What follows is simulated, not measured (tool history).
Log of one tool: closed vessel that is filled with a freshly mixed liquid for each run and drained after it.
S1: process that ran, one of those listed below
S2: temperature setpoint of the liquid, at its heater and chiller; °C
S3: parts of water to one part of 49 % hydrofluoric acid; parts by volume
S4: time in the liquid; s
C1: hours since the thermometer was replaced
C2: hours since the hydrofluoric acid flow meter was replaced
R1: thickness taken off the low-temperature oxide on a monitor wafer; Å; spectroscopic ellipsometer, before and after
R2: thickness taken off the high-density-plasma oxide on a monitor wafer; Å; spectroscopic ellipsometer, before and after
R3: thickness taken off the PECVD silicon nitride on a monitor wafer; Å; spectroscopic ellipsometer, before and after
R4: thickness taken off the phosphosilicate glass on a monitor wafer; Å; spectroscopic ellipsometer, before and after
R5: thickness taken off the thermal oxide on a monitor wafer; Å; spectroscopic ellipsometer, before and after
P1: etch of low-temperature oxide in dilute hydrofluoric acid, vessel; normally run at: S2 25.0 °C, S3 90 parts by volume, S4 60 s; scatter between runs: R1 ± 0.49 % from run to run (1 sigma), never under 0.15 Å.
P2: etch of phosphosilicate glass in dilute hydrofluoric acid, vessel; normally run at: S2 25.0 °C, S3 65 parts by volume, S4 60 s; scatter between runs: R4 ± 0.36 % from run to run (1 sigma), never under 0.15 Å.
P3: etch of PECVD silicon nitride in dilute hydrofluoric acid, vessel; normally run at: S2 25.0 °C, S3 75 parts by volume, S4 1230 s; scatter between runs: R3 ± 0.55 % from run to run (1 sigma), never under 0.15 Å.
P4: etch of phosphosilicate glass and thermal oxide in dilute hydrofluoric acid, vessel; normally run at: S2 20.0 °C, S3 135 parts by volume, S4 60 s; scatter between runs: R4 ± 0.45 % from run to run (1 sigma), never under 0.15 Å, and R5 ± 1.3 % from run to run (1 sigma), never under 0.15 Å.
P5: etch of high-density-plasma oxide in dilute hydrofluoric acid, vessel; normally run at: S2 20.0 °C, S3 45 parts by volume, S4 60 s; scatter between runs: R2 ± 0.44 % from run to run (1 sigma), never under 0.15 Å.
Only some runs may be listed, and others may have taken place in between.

| run | hour | S1 | S2 | S3 | S4 | C1 | C2 | R1 | R2 | R3 | R4 | R5 |
|---|---|---|---|---|---|---|---|---|---|---|---|---|
| 1 | 7.1 | P1 | 25.0 | 90 | 60 | 863.2 | 1210.2 | 124.420 |  |  |  |  |
| 2 | 15.8 | P1 | 25.0 | 90 | 60 | 871.9 | 1218.9 | 123.860 |  |  |  |  |
| 3 | 24.1 | P5 | 20.0 | 45 | 60 | 880.2 | 1227.2 |  | 62.731 |  |  |  |
| 4 | 28.9 | P1 | 19.0 | 90 | 60 | 885.0 | 1232.0 | 98.605 |  |  |  |  |
| 5 | 35.4 | P3 | 25.0 | 75 | 1230 | 891.5 | 1238.5 |  |  | 482.210 |  |  |
| 6 | 44.6 | P2 | 30.5 | 65 | 60 | 900.7 | 1247.7 |  |  |  | 2139.10 |  |
| 7 | 49.7 | P1 | 25.0 | 90 | 60 | 905.8 | 1252.8 | 124.200 |  |  |  |  |
| 8 | 57.3 | P2 | 25.0 | 105 | 60 | 913.4 | 1260.4 |  |  |  | 1016.70 |  |
| 9 | 62.8 | P3 | 25.0 | 75 | 170 | 918.9 | 1265.9 |  |  | 66.415 |  |  |
| 10 | 71.5 | P4 | 17.0 | 135 | 60 | 927.6 | 1274.6 |  |  |  | 639.99 | 16.6950 |
| 11 | 77.5 | P1 | 21.0 | 90 | 105 | 933.6 | 1280.6 | 183.820 |  |  |  |  |
| 12 | 82.7 | P2 | 25.0 | 65 | 115 | 938.8 | 1285.8 |  |  |  | 3312.40 |  |
| 13 | 91.3 | P1 | 25.0 | 90 | 30 | 947.4 | 1294.4 | 62.502 |  |  |  |  |
| 14 | 100.3 | P5 | 25.5 | 45 | 60 | 956.4 | 1303.4 |  | 78.672 |  |  |  |
| 15 | 109.3 | P1 | 25.0 | 50 | 60 | 965.4 | 1312.4 | 236.640 |  |  |  |  |
| 16 | 117.2 | P5 | 20.0 | 75 | 60 | 973.3 | 1320.3 |  | 35.856 |  |  |  |
|  | 124.1 | hydrofluoric acid flow meter replaced |
| 17 | 124.2 | P5 | 20.0 | 45 | 85 | 980.3 | 0.1 |  | 88.925 |  |  |  |
| 18 | 129.7 | P2 | 25.0 | 65 | 60 | 985.8 | 5.6 |  |  |  | 1729.20 |  |
| 19 | 134.6 | P1 | 25.0 | 90 | 60 | 990.7 | 10.5 | 124.270 |  |  |  |  |
| 20 | 141.9 | P1 | 33.0 | 90 | 60 | 998.0 | 17.8 | 168.940 |  |  |  |  |
| 21 | 150.9 | P4 | 20.0 | 65 | 60 | 1007.0 | 26.8 |  |  |  | 1626.50 | 42.4380 |
| 22 | 156.4 | P3 | 17.0 | 75 | 1230 | 1012.5 | 32.3 |  |  | 278.180 |  |  |
| 23 | 165.0 | P3 | 25.0 | 75 | 1230 | 1021.1 | 40.9 |  |  | 486.020 |  |  |
| 24 | 172.3 | P1 | 25.0 | 90 | 110 | 1028.4 | 48.2 | 229.220 |  |  |  |  |
| 25 | 181.2 | P1 | 25.0 | 135 | 60 | 1037.3 | 57.1 | 79.231 |  |  |  |  |
| 26 | 189.8 | P4 | 20.0 | 135 | 60 | 1045.9 | 65.7 |  |  |  | 728.33 | 18.6950 |
| 27 | 198.9 | P5 | 20.0 | 45 | 60 | 1055.0 | 74.8 |  | 62.531 |  |  |  |
| 28 | 204.3 | P3 | 25.0 | 135 | 1230 | 1060.4 | 80.2 |  |  | 267.970 |  |  |
| 29 | 209.2 | P1 | 25.0 | 90 | 60 | 1065.3 | 85.1 | 125.650 |  |  |  |  |
| 30 | 215.1 | P1 | 25.0 | 90 | 60 | 1071.2 | 91.0 | 123.760 |  |  |  |  |
| 31 | 219.9 | P4 | 20.0 | 135 | 30 | 1076.0 | 95.8 |  |  |  | 363.61 | 9.1463 |
| 32 | 226.4 | P1 | 25.0 | 90 | 60 | 1082.5 | 102.3 | 123.690 |  |  |  |  |
| 33 | 235.3 | P1 | 25.0 | 90 | 60 | 1091.4 | 111.2 | 129.360 |  |  |  |  |
| 34 | 243.6 | P1 | 25.0 | 90 | 60 | 1099.7 | 119.5 | 130.190 |  |  |  |  |
| 35 | 249.9 | P1 | 25.0 | 90 | 60 | 1106.0 | 125.8 | 131.800 |  |  |  |  |
| 36 | 259.4 | P1 | 25.0 | 90 | 60 | 1115.5 | 135.3 | 134.650 |  |  |  |  |
| 37 | 264.6 | P1 | 25.0 | 90 | 60 | 1120.7 | 140.5 | 134.290 |  |  |  |  |
| 38 | 272.3 | P1 | 25.0 | 90 | 60 | 1128.4 | 148.2 | 135.910 |  |  |  |  |
| 39 | 279.2 | P1 | 25.0 | 90 | 60 | 1135.3 | 155.1 | 134.280 |  |  |  |  |
| 40 | 285.4 | P1 | 25.0 | 90 | 60 | 1141.5 | 161.3 | 133.890 |  |  |  |  |
| 41 | 291.1 | P1 | 25.0 | 90 | 60 | 1147.2 | 167.0 | 135.320 |  |  |  |  |

Something has made what P1 gives creep away from where it was; the 2 causes below, each at its own stated size, fit the log equally well:
A: liquid hotter than its thermometer reads (K) = 2.05
B: hydrofluoric acid flow above the setpoint (%) = 7.49
The drift started at roughly hour 226.4.

The check runs listed below each take one wafer, and their results are still question marks. Under which run would the listed causes lead to clearly different results?
| check 1 | 296.8 | P2 | 25.0 | 95 | 105 |  |  |  |  |  | ? |  |
| check 2 | 296.8 | P3 | 17.0 | 75 | 1230 |  |  |  |  | ? |  |  |
| check 3 | 296.8 | P4 | 17.0 | 80 | 60 |  |  |  |  |  | ? | ? |
| check 4 | 296.8 | P5 | 20.0 | 60 | 60 |  |  |  | ? |  |  |  |

Outcome of each check run for each possible cause:
| check | result | if A | if B |
|---|---|---|---|
| check 1 | R4 | 2155.90 | 2157.30 |
| check 2 | R3 | 322.660 | 299.930 |
| check 3 | R4 | 1252.30 | 1241.50 |
| check 3 | R5 | 31.7460 | 31.4740 |
| check 4 | R2 | 50.104 | 49.676 |
Per-check spread between the two closest causes, in the result where they differ most: check 1 0.06 %; check 2 7.31 %; check 3 0.86 %; check 4 0.86 %
Only in check 2 would the causes give clearly different results; in the remaining checks their results would be nearly the same.

With check 2 done, the readings were: R3 299.550 Å. Identify which of the listed causes applies.

The correct cause is B, namely: hydrofluoric acid flow above the setpoint (%).
